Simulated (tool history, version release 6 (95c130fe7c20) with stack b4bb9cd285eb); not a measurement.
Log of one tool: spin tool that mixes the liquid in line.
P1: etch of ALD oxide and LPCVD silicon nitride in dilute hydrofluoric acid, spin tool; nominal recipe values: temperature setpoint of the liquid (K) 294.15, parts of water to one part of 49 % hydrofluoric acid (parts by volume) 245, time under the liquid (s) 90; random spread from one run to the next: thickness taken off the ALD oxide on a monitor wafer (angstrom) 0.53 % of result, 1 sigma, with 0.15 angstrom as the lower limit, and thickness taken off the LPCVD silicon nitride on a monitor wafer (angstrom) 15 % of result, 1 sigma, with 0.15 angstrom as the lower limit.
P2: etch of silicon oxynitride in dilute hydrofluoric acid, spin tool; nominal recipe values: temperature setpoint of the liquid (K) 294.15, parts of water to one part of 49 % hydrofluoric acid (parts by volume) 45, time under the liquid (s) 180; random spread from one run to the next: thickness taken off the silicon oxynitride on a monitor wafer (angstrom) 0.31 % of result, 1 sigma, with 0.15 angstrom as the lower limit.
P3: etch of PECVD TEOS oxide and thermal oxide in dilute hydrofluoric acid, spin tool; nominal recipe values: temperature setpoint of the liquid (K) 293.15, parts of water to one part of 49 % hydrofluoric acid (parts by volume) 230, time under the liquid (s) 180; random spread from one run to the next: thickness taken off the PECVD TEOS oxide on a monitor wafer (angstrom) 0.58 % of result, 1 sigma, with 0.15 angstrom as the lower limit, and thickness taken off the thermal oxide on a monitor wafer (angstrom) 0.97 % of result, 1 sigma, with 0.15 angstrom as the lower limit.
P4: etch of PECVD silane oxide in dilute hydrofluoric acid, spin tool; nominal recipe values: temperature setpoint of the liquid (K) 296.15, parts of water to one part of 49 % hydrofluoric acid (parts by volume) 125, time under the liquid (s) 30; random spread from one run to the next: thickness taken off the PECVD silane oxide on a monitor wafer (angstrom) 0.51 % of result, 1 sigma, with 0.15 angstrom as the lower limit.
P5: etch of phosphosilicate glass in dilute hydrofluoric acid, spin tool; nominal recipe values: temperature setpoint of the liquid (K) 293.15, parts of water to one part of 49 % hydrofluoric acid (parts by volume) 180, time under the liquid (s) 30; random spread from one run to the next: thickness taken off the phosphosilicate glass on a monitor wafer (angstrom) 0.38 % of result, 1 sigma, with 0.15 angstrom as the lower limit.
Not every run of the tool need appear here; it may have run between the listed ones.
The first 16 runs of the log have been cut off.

run	day	process that ran	temperature setpoint of the liquid (K)	parts of water to one part of 49 % hydrofluoric acid (parts by volume)	time under the liquid (s)	hours since the thermometer was replaced	hours since the hydrofluoric acid flow meter was replaced	thickness taken off the ALD oxide on a monitor wafer (angstrom)	thickness taken off the LPCVD silicon nitride on a monitor wafer (angstrom)	thickness taken off the PECVD silane oxide on a monitor wafer (angstrom)	thickness taken off the silicon oxynitride on a monitor wafer (angstrom)	thickness taken off the PECVD TEOS oxide on a monitor wafer (angstrom)	thickness taken off the thermal oxide on a monitor wafer (angstrom)	thickness taken off the phosphosilicate glass on a monitor wafer (angstrom)
17	4.608	P3	293.15	230	285	950.7	893.2					119.120	42.842	
18	4.867	P1	290.15	245	155	956.9	899.4	69.695	1.36110					
19	5.146	P1	294.15	145	90	963.6	906.1	87.721	2.60860					
20	5.371	P5	300.15	180	30	969.0	911.5							158.01
21	5.575	P2	294.15	20	180	973.9	916.4				233.070			
22	5.804	P1	294.15	430	90	979.4	921.9	23.043	0.71469					
23	6.138	P1	294.15	245	90	987.4	929.9	47.048	1.60030					
24	6.396	P5	293.15	180	65	993.6	936.1							264.41
25	6.617	P1	294.15	245	175	998.9	941.4	92.479	2.44810					
26	6.917	P1	297.15	245	35	1006.1	948.6	20.781	0.63707					
27	7.233	P3	290.15	230	180	1013.7	956.2					67.340	24.099	
28	7.479	P3	293.15	385	180	1019.6	962.1					39.652	14.248	
29	7.875	P1	294.15	245	90	1029.1	971.6	47.925	1.46790					
30	8.271	P1	294.15	245	90	1038.6	981.1	47.305	0.78100					
31	8.488	P1	294.15	245	90	1043.8	986.3	47.207	1.54250					
32	8.746	P1	294.15	245	90	1050.0	992.5	48.230	1.54590					
33	8.996	P1	294.15	245	90	1056.0	998.5	48.824	1.34750					
34	9.196	P1	294.15	245	90	1060.8	1003.3	49.826	1.13700					
35	9.442	P1	294.15	245	90	1066.7	1009.2	50.322	1.41430					
36	9.642	P1	294.15	245	90	1071.5	1014.0	50.630	1.48570					
37	9.879	P1	294.15	245	90	1077.2	1019.7	50.069	0.82961					

Run 38 is up next; what results do you expect?
38	10.104	P1	294.15	245	90	1082.6	1025.1	?	?					

{"run 38": {"thickness taken off the ALD oxide on a monitor wafer (angstrom)": 50.287, "thickness taken off the LPCVD silicon nitride on a monitor wafer (angstrom)": 1.818}}
